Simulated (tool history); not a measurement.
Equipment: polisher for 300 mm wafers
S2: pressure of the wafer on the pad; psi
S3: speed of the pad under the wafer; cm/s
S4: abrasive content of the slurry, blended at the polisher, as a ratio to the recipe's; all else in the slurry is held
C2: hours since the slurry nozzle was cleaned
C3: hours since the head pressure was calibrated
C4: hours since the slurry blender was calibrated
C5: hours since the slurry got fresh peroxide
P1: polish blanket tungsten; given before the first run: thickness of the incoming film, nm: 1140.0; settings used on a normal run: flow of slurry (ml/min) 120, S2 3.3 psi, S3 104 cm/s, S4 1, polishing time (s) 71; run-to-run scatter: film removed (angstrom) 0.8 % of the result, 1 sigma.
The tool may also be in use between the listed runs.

Run 1, day 0.25: flow of slurry (ml/min) 120, S2 3.3 psi, S3 104 cm/s, S4 1, polishing time (s) 71; wafers polished on this pad 735; C2 507.3; C3 432.2; C4 36.4; C5 69.3. Result: film removed (angstrom) 2745.6.
Run 2, day 0.525: flow of slurry (ml/min) 120, S2 3.3 psi, S3 104 cm/s, S4 1.4, polishing time (s) 106; wafers polished on this pad 804; C2 513.9; C3 438.8; C4 43; C5 75.9. Result: film removed (angstrom) 4362.4.
Run 3, day 0.821: flow of slurry (ml/min) 120, S2 3.3 psi, S3 162 cm/s, S4 1, polishing time (s) 71; wafers polished on this pad 877; C2 521; C3 445.9; C4 50.1; C5 83. Result: film removed (angstrom) 4263.1.
Run 4, day 1.029: flow of slurry (ml/min) 120, S2 3.3 psi, S3 48 cm/s, S4 1, polishing time (s) 71; wafers polished on this pad 929; C2 526; C3 450.9; C4 55.1; C5 88. Result: film removed (angstrom) 1244.7.
Run 5, day 1.196: flow of slurry (ml/min) 70, S2 3.3 psi, S3 104 cm/s, S4 1, polishing time (s) 71; wafers polished on this pad 970; C2 530; C3 454.9; C4 59.1; C5 92. Result: film removed (angstrom) 2369.
Run 6, day 1.492: flow of slurry (ml/min) 120, S2 3.3 psi, S3 104 cm/s, S4 0.5, polishing time (s) 71; wafers polished on this pad 1044; C2 537.1; C3 462; C4 66.2; C5 99.1. Result: film removed (angstrom) 2354.
Run 7, day 1.758: flow of slurry (ml/min) 120, S2 3.3 psi, S3 104 cm/s, S4 1, polishing time (s) 71; wafers polished on this pad 1110; C2 543.5; C3 468.4; C4 72.6; C5 105.5. Result: film removed (angstrom) 2730.1.
Run 8, day 1.892: flow of slurry (ml/min) 120, S2 4.7 psi, S3 104 cm/s, S4 1, polishing time (s) 71; wafers polished on this pad 1143; C2 546.7; C3 471.6; C4 75.8; C5 108.7. Result: film removed (angstrom) 3877.1.
Run 9, day 2.075: flow of slurry (ml/min) 120, S2 3.3 psi, S3 104 cm/s, S4 1.45, polishing time (s) 71; wafers polished on this pad 1189; C2 551.1; C3 476; C4 80.2; C5 113.1. Result: film removed (angstrom) 2940.4.
Run 10, day 2.325: flow of slurry (ml/min) 175, S2 3.3 psi, S3 104 cm/s, S4 1, polishing time (s) 71; wafers polished on this pad 1251; C2 557.1; C3 482; C4 86.2; C5 119.1. Result: film removed (angstrom) 2919.
Run 11, day 2.575: flow of slurry (ml/min) 120, S2 3.3 psi, S3 104 cm/s, S4 1, polishing time (s) 71; wafers polished on this pad 1313; C2 563.1; C3 488; C4 92.2; C5 125.1. Result: film removed (angstrom) 2678.3.
Run 12, day 2.862: flow of slurry (ml/min) 120, S2 3.3 psi, S3 104 cm/s, S4 1, polishing time (s) 71; wafers polished on this pad 1385; C2 570; C3 494.9; C4 99.1; C5 132. Result: film removed (angstrom) 2746.2.
Run 13, day 3.125: flow of slurry (ml/min) 120, S2 3.3 psi, S3 104 cm/s, S4 1, polishing time (s) 71; wafers polished on this pad 1450; C2 576.3; C3 501.2; C4 105.4; C5 138.3. Result: film removed (angstrom) 2716.9.
Run 14, day 3.329: flow of slurry (ml/min) 145, S2 5.1 psi, S3 104 cm/s, S4 1, polishing time (s) 71; wafers polished on this pad 1501; C2 581.2; C3 506.1; C4 110.3; C5 143.2. Result: film removed (angstrom) 4372.9.
Run 15, day 3.533: flow of slurry (ml/min) 120, S2 3.3 psi, S3 104 cm/s, S4 1, polishing time (s) 71; wafers polished on this pad 1552; C2 586.1; C3 511; C4 115.2; C5 148.1. Result: film removed (angstrom) 2695.6.
Run 16, day 3.717: flow of slurry (ml/min) 120, S2 1.5 psi, S3 104 cm/s, S4 1, polishing time (s) 71; wafers polished on this pad 1597; C2 590.5; C3 515.4; C4 119.6; C5 152.5. Result: film removed (angstrom) 1262.9.
Run 17, day 3.908: flow of slurry (ml/min) 90, S2 3.3 psi, S3 104 cm/s, S4 1, polishing time (s) 92; wafers polished on this pad 1645; C2 595.1; C3 520; C4 124.2; C5 157.1. Result: film removed (angstrom) 3237.

Run 18 comes next. What will it give?
Run 18, day 4.108: flow of slurry (ml/min) 120, S2 3.3 psi, S3 104 cm/s, S4 1, polishing time (s) 108; wafers polished on this pad 1695; C2 599.9; C3 524.8; C4 129; C5 161.9. Result: film removed (angstrom) ?.

{"run 18": {"film removed (angstrom)": 4201.3}}
